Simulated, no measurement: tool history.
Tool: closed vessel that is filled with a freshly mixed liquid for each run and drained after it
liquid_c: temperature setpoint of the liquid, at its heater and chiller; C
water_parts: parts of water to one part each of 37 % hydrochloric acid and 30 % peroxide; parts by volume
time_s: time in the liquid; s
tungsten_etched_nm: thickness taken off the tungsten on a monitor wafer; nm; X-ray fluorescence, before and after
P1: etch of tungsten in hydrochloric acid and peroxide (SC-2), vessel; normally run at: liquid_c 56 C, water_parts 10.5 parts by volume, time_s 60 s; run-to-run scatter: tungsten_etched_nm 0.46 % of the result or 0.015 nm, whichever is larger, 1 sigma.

run	hour	liquid_c	water_parts	time_s	tungsten_etched_nm
1	7.5	56	10.5	60	18.15
2	15.8	72	10.5	60	48.123
3	22.3	42.5	10.5	60	7.3628
4	28	56	10.5	60	18.205
5	35.2	56	10.5	120	36.416
6	42	56	10.5	60	18.168
7	52	56	10.5	60	18.157
8	58.4	56	4	60	37.941
9	69.2	56	10.5	30	8.9986
10	79.4	64.5	17	60	20.42
11	88.1	56	17	60	11.962
12	97.7	64.5	10.5	85	44.167
13	105.5	56	10.5	60	18.169
14	114.3	56	10.5	60	18.644
15	125.3	56	10.5	60	19.165
16	133.3	56	10.5	60	19.148
17	143.1	56	10.5	60	19.296
18	148	56	10.5	60	19.434
19	158.4	56	10.5	60	19.348

Forecast run 20:
20	167.8	56	10.5	60	?

{"run 20": {"tungsten_etched_nm": 19.261}}
